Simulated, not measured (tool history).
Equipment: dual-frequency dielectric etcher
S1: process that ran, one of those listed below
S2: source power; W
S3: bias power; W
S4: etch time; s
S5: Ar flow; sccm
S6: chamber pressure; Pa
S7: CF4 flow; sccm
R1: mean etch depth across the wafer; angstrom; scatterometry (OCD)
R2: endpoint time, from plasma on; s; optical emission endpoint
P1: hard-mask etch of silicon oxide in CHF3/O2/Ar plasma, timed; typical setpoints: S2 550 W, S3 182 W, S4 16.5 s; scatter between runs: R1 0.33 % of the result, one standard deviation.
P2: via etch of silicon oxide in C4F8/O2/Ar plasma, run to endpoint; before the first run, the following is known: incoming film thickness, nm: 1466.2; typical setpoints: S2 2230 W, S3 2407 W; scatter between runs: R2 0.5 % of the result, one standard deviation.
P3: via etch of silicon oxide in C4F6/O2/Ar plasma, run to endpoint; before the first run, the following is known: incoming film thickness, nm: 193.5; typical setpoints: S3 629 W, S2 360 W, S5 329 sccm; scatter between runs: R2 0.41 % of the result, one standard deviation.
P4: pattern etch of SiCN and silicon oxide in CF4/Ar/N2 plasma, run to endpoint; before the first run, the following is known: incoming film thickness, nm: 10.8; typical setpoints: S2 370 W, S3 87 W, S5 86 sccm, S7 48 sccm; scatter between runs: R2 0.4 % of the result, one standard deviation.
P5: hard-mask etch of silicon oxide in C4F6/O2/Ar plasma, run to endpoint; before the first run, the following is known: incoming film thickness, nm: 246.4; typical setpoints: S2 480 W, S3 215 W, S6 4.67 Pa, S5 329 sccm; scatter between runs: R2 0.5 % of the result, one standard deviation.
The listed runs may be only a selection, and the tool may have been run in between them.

run 1 day=0.279 | S1=P1 S2=550 S3=182 S4=16.5 | R1=313.32
run 2 day=0.825 | S1=P3 S2=500 S3=629 S5=329 | R2=37.323
run 3 day=1.250 | S1=P1 S2=650 S3=182 S4=16.5 | R1=335.97
run 4 day=1.617 | S1=P5 S2=480 S3=215 S5=464 S6=4.67 | R2=76.301
run 5 day=2.050 | S1=P5 S2=480 S3=215 S5=329 S6=4.67 | R2=73.907
run 6 day=2.325 | S1=P5 S2=480 S3=215 S5=329 S6=6.47 | R2=76.621
run 7 day=2.642 | S1=P1 S2=550 S3=182 S4=11.5 | R1=219.88
run 8 day=2.996 | S1=P1 S2=550 S3=182 S4=16.5 | R1=314.17
-- day=3.417 source power generator calibrated
run 9 day=3.450 | S1=P1 S2=550 S3=182 S4=16.5 | R1=314.02
run 10 day=3.812 | S1=P4 S2=370 S3=87 S5=86 S7=48 | R2=14.271
run 11 day=4.162 | S1=P1 S2=550 S3=182 S4=20.5 | R1=388.58
run 12 day=4.621 | S1=P3 S2=360 S3=887 S5=329 | R2=36.298
run 13 day=4.900 | S1=P2 S2=1450 S3=2407 | R2=303.720
run 14 day=5.221 | S1=P2 S2=2230 S3=1455 | R2=292.540
run 15 day=5.579 | S1=P5 S2=480 S3=166 S5=329 S6=4.67 | R2=79.448
run 16 day=6.150 | S1=P2 S2=2230 S3=2407 | R2=256.730
run 17 day=6.738 | S1=P1 S2=550 S3=226 S4=16.5 | R1=340.80
run 18 day=7.358 | S1=P4 S2=370 S3=54 S5=86 S7=48 | R2=16.758
run 19 day=7.758 | S1=P1 S2=550 S3=121 S4=16.5 | R1=276.12
run 20 day=8.138 | S1=P4 S2=370 S3=87 S5=63 S7=48 | R2=13.581
run 21 day=8.525 | S1=P4 S2=370 S3=87 S5=86 S7=62 | R2=13.720
run 22 day=9.108 | S1=P4 S2=370 S3=87 S5=86 S7=48 | R2=14.191
run 23 day=9.492 | S1=P3 S2=360 S3=629 S5=248 | R2=40.217
run 24 day=9.942 | S1=P5 S2=630 S3=215 S5=329 S6=4.67 | R2=65.800
run 25 day=10.342 | S1=P2 S2=2230 S3=2407 | R2=256.710
run 26 day=10.762 | S1=P3 S2=360 S3=629 S5=329 | R2=41.817
run 27 day=11.096 | S1=P3 S2=360 S3=629 S5=329 | R2=41.720

Run 28, settings as shown, results not yet in. Your forecast:
run 28 day=11.625 | S1=P1 S2=330 S3=227 S4=16.5 | R1=?

R1: 278.67 angstrom

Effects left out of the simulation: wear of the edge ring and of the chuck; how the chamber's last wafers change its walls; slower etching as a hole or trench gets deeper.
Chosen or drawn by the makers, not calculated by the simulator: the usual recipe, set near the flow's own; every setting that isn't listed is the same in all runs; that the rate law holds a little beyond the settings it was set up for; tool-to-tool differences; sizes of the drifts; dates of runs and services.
